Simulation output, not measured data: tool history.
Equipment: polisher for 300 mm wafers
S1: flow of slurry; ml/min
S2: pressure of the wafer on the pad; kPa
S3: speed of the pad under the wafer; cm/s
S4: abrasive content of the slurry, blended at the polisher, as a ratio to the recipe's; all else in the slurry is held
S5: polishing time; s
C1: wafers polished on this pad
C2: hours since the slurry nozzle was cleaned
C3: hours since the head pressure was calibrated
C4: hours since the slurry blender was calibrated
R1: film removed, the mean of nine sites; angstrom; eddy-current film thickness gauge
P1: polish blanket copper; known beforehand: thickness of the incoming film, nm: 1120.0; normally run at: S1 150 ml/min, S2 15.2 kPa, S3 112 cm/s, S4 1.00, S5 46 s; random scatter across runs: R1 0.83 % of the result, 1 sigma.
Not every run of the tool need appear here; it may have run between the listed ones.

{"run": 1, "day": 0.383, "S1": 150, "S2": 15.2, "S3": 112, "S4": 1.0, "S5": 46, "C1": 267, "C2": 83.7, "C3": 318.7, "C4": 43.2, "R1": 957.28}
{"run": 2, "day": 1.012, "S1": 150, "S2": 15.2, "S3": 112, "S4": 1.0, "S5": 46, "C1": 450, "C2": 98.8, "C3": 333.8, "C4": 58.3, "R1": 941.56}
{"run": 3, "day": 1.683, "S1": 200, "S2": 11.7, "S3": 112, "S4": 1.0, "S5": 46, "C1": 646, "C2": 114.9, "C3": 349.9, "C4": 74.4, "R1": 768.72}
{"run": 4, "day": 2.288, "S1": 150, "S2": 15.2, "S3": 112, "S4": 1.0, "S5": 21, "C1": 822, "C2": 129.4, "C3": 364.4, "C4": 88.9, "R1": 438.27}
{"run": 5, "day": 2.804, "S1": 225, "S2": 15.2, "S3": 112, "S4": 1.35, "S5": 46, "C1": 972, "C2": 141.8, "C3": 376.8, "C4": 101.3, "R1": 1080.7}
{"day": 2.954, "done": "head pressure recalibrated"}
{"run": 6, "day": 3.346, "S1": 150, "S2": 6.9, "S3": 112, "S4": 1.0, "S5": 46, "C1": 1130, "C2": 154.8, "C3": 9.5, "C4": 114.3, "R1": 434.08}
{"run": 7, "day": 3.867, "S1": 215, "S2": 15.2, "S3": 112, "S4": 1.0, "S5": 46, "C1": 1282, "C2": 167.3, "C3": 22.0, "C4": 126.8, "R1": 1006.8}
{"run": 8, "day": 4.375, "S1": 90, "S2": 15.2, "S3": 112, "S4": 1.0, "S5": 46, "C1": 1430, "C2": 179.5, "C3": 34.2, "C4": 139.0, "R1": 845.4}
{"run": 9, "day": 4.929, "S1": 150, "S2": 15.2, "S3": 112, "S4": 1.35, "S5": 46, "C1": 1591, "C2": 192.8, "C3": 47.5, "C4": 152.3, "R1": 1013.7}
{"run": 10, "day": 5.408, "S1": 150, "S2": 15.2, "S3": 112, "S4": 1.0, "S5": 63, "C1": 1731, "C2": 204.3, "C3": 59.0, "C4": 163.8, "R1": 1309.1}
{"run": 11, "day": 6.017, "S1": 150, "S2": 20.0, "S3": 112, "S4": 1.0, "S5": 46, "C1": 1908, "C2": 218.9, "C3": 73.6, "C4": 178.4, "R1": 1248.1}
{"run": 12, "day": 6.35, "S1": 150, "S2": 15.2, "S3": 112, "S4": 1.0, "S5": 46, "C1": 2005, "C2": 226.9, "C3": 81.6, "C4": 186.4, "R1": 957.17}
{"run": 13, "day": 7.071, "S1": 150, "S2": 15.2, "S3": 58, "S4": 1.0, "S5": 46, "C1": 2215, "C2": 244.2, "C3": 98.9, "C4": 203.7, "R1": 496.0}
{"run": 14, "day": 7.583, "S1": 150, "S2": 15.2, "S3": 112, "S4": 1.0, "S5": 46, "C1": 2365, "C2": 256.5, "C3": 111.2, "C4": 216.0, "R1": 951.53}
{"run": 15, "day": 8.179, "S1": 150, "S2": 15.2, "S3": 152, "S4": 1.0, "S5": 46, "C1": 2538, "C2": 270.8, "C3": 125.5, "C4": 230.3, "R1": 1295.5}
{"run": 16, "day": 8.917, "S1": 150, "S2": 15.2, "S3": 112, "S4": 1.0, "S5": 46, "C1": 2753, "C2": 288.5, "C3": 143.2, "C4": 248.0, "R1": 957.85}
{"run": 17, "day": 9.321, "S1": 150, "S2": 15.2, "S3": 112, "S4": 1.0, "S5": 46, "C1": 2871, "C2": 298.2, "C3": 152.9, "C4": 257.7, "R1": 956.29}
{"run": 18, "day": 10.067, "S1": 150, "S2": 15.2, "S3": 112, "S4": 0.65, "S5": 46, "C1": 3088, "C2": 316.1, "C3": 170.8, "C4": 275.6, "R1": 871.9}

Forecast run 19:
{"run": 19, "day": 10.425, "S1": 150, "S2": 15.2, "S3": 112, "S4": 1.0, "S5": 46, "C1": 3193, "C2": 324.7, "C3": 179.4, "C4": 284.2, "R1": "?"}

Run 19 measured R1 958.86 angstrom.

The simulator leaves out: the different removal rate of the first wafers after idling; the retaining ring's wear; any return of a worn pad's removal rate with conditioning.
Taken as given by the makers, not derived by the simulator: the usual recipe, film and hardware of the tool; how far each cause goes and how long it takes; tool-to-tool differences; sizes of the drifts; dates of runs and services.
